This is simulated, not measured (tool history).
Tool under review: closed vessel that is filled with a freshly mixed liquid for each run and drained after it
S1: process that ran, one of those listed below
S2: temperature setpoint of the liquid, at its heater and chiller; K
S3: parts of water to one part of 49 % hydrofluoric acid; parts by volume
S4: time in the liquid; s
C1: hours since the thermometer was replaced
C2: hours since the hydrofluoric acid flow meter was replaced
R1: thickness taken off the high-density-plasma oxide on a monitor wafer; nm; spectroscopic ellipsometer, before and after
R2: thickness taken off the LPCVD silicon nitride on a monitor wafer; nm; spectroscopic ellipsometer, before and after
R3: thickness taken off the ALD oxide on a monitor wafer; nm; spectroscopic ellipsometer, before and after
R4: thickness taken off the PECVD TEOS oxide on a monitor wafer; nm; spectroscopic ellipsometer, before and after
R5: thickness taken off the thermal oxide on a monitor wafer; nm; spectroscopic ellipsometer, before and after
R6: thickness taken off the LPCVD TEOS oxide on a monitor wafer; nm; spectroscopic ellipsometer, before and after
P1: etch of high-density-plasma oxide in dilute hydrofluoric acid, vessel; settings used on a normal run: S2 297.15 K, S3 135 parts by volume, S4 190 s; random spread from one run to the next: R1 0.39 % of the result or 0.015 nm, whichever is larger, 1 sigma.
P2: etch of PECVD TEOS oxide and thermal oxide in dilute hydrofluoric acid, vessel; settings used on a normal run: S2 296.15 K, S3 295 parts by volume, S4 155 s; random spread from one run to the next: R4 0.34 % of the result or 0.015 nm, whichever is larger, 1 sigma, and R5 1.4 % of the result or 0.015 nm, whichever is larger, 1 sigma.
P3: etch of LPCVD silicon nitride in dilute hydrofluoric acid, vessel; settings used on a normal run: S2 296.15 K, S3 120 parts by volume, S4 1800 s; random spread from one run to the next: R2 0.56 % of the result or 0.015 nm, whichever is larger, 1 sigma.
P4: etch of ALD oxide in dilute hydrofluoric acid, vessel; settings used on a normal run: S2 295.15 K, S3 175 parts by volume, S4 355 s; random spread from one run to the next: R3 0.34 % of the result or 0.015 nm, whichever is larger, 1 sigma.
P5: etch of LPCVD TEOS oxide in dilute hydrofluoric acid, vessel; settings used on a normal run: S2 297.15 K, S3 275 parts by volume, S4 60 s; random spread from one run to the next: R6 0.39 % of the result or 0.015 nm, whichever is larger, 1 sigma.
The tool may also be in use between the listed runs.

Run 1, hour 9.8: S1 P1, S2 297.15 K, S3 135 parts by volume, S4 190 s; C1 188.1; C2 1819.9. Result: R1 13.204 nm.
Run 2, hour 26.6: S1 P3, S2 296.15 K, S3 120 parts by volume, S4 1800 s; C1 204.9; C2 1836.7. Result: R2 7.2572 nm.
Run 3, hour 35.2: S1 P3, S2 291.15 K, S3 120 parts by volume, S4 1800 s; C1 213.5; C2 1845.3. Result: R2 5.1735 nm.
Run 4, hour 50.2: S1 P4, S2 295.15 K, S3 95 parts by volume, S4 355 s; C1 228.5; C2 1860.3. Result: R3 46.297 nm.
Run 5, hour 58.9: S1 P2, S2 296.15 K, S3 295 parts by volume, S4 155 s; C1 237.2; C2 1869. Result: R4 8.1255 nm, R5 1.9869 nm.
Run 6, hour 75.4: S1 P4, S2 295.15 K, S3 175 parts by volume, S4 355 s; C1 253.7; C2 1885.5. Result: R3 23 nm.
Run 7, hour 83.4: S1 P1, S2 297.15 K, S3 135 parts by volume, S4 90 s; C1 261.7; C2 1893.5. Result: R1 6.2822 nm.
Run 8, hour 93: S1 P1, S2 293.15 K, S3 230 parts by volume, S4 190 s; C1 271.3; C2 1903.1. Result: R1 6.0385 nm.
Run 9, hour 110.6: S1 P5, S2 297.15 K, S3 275 parts by volume, S4 60 s; C1 288.9; C2 1920.7. Result: R6 6.3234 nm.
Run 10, hour 122.4: S1 P1, S2 290.15 K, S3 135 parts by volume, S4 110 s; C1 300.7; C2 1932.5. Result: R1 5.7996 nm.
Run 11, hour 131.7: S1 P1, S2 297.15 K, S3 135 parts by volume, S4 190 s; C1 310; C2 1941.8. Result: R1 13.223 nm.
Run 12, hour 139.4: S1 P4, S2 295.15 K, S3 175 parts by volume, S4 30 s; C1 317.7; C2 1949.5. Result: R3 1.9332 nm.
Run 13, hour 156.2: S1 P1, S2 300.65 K, S3 135 parts by volume, S4 330 s; C1 334.5; C2 1966.3. Result: R1 26.234 nm.
Run 14, hour 169.1: S1 P2, S2 296.15 K, S3 295 parts by volume, S4 70 s; C1 347.4; C2 1979.2. Result: R4 3.6566 nm, R5 0.90178 nm.
Run 15, hour 177.4: S1 P1, S2 297.15 K, S3 20 parts by volume, S4 190 s; C1 355.7; C2 1987.5. Result: R1 102.8 nm.
Run 16, hour 190.7: S1 P1, S2 297.15 K, S3 135 parts by volume, S4 190 s; C1 369; C2 2000.8. Result: R1 13.235 nm.
Run 17, hour 200.4: S1 P4, S2 295.15 K, S3 175 parts by volume, S4 355 s; C1 378.7; C2 2010.5. Result: R3 22.788 nm.
Run 18, hour 209.8: S1 P5, S2 297.15 K, S3 410 parts by volume, S4 60 s; C1 388.1; C2 2019.9. Result: R6 3.7502 nm.
At hour 219.4: hydrofluoric acid flow meter replaced.
Run 19, hour 227: S1 P4, S2 299.65 K, S3 175 parts by volume, S4 355 s; C1 405.3; C2 7.7. Result: R3 27.037 nm.
Run 20, hour 242.7: S1 P2, S2 296.15 K, S3 85 parts by volume, S4 155 s; C1 421; C2 23.4. Result: R4 35.348 nm, R5 8.8713 nm.
Run 21, hour 250.5: S1 P1, S2 292.65 K, S3 135 parts by volume, S4 190 s; C1 428.8; C2 31.2. Result: R1 10.997 nm.
Run 22, hour 267: S1 P1, S2 297.15 K, S3 135 parts by volume, S4 190 s; C1 445.3; C2 47.7. Result: R1 13.193 nm.
Run 23, hour 276.5: S1 P1, S2 303.15 K, S3 135 parts by volume, S4 190 s; C1 454.8; C2 57.2. Result: R1 16.545 nm.
Run 24, hour 285.8: S1 P5, S2 290.65 K, S3 275 parts by volume, S4 60 s; C1 464.1; C2 66.5. Result: R6 4.9686 nm.
Run 25, hour 302.9: S1 P3, S2 296.15 K, S3 55 parts by volume, S4 1800 s; C1 481.2; C2 83.6. Result: R2 15.561 nm.
Run 26, hour 311.6: S1 P2, S2 292.15 K, S3 295 parts by volume, S4 155 s; C1 489.9; C2 92.3. Result: R4 7.0424 nm, R5 1.7417 nm.
Run 27, hour 320: S1 P3, S2 296.15 K, S3 120 parts by volume, S4 2900 s; C1 498.3; C2 100.7. Result: R2 11.771 nm.
Run 28, hour 331.5: S1 P1, S2 297.15 K, S3 205 parts by volume, S4 190 s; C1 509.8; C2 112.2. Result: R1 8.0441 nm.
Run 29, hour 342.5: S1 P2, S2 296.15 K, S3 295 parts by volume, S4 155 s; C1 520.8; C2 123.2. Result: R4 8.1317 nm, R5 2.0175 nm.
Run 30, hour 355.6: S1 P1, S2 297.15 K, S3 135 parts by volume, S4 355 s; C1 533.9; C2 136.3. Result: R1 24.697 nm.
Run 31, hour 368.5: S1 P5, S2 297.15 K, S3 275 parts by volume, S4 30 s; C1 546.8; C2 149.2. Result: R6 3.1854 nm.
Run 32, hour 384.7: S1 P1, S2 297.15 K, S3 135 parts by volume, S4 190 s; C1 563; C2 165.4. Result: R1 13.174 nm.
Run 33, hour 395.4: S1 P1, S2 297.15 K, S3 135 parts by volume, S4 190 s; C1 573.7; C2 176.1. Result: R1 13.694 nm.
Run 34, hour 406.3: S1 P1, S2 297.15 K, S3 135 parts by volume, S4 190 s; C1 584.6; C2 187. Result: R1 14.124 nm.
Run 35, hour 420.9: S1 P1, S2 297.15 K, S3 135 parts by volume, S4 190 s; C1 599.2; C2 201.6. Result: R1 14.233 nm.
Run 36, hour 434.8: S1 P1, S2 297.15 K, S3 135 parts by volume, S4 190 s; C1 613.1; C2 215.5. Result: R1 14.383 nm.
Run 37, hour 448.8: S1 P1, S2 297.15 K, S3 135 parts by volume, S4 190 s; C1 627.1; C2 229.5. Result: R1 14.325 nm.
Run 38, hour 463.9: S1 P1, S2 297.15 K, S3 135 parts by volume, S4 190 s; C1 642.2; C2 244.6. Result: R1 14.471 nm.

Something has made what P1 gives creep away from where it was; the 2 causes below, each at its own stated size, fit the log equally well:
A: liquid hotter than its thermometer reads (K) = 2.33
B: hydrofluoric acid flow above the setpoint (%) = 8
At approximately hour 384.7, the process output began to creep.

Listed below are the offered check runs, one wafer per run, with question marks in place of results. For which of them would the causes give clearly different outcomes?
Run check 1, hour 479: S1 P5, S2 294.15 K, S3 275 parts by volume, S4 30 s. Result: R6 ?.
Run check 2, hour 479: S1 P4, S2 295.15 K, S3 175 parts by volume, S4 30 s. Result: R3 ?.
Run check 3, hour 479: S1 P2, S2 296.15 K, S3 95 parts by volume, S4 95 s. Result: R4 ?, R5 ?.
Run check 4, hour 479: S1 P3, S2 296.15 K, S3 85 parts by volume, S4 1800 s. Result: R2 ?.

Expected result of each check under each candidate cause:
  check  result    if A    if B
check 1      R6  3.0972   3.135
check 2      R3  2.1181  2.1233
check 3      R4  21.068  20.922
check 3      R5  5.1481  5.1124
check 4      R2  11.997   11.09
How far apart the two closest causes lie, in the result that separates them most: check 1 1.21 %; check 2 0.24 %; check 3 0.7 %; check 4 7.87 %
The causes can be told apart only by check 4. The other checks would give nearly the same results under each of them.

With check 4 done, the readings were: R2 11.073 nm. Identify which of the listed causes applies.

It is B: hydrofluoric acid flow above the setpoint (%).

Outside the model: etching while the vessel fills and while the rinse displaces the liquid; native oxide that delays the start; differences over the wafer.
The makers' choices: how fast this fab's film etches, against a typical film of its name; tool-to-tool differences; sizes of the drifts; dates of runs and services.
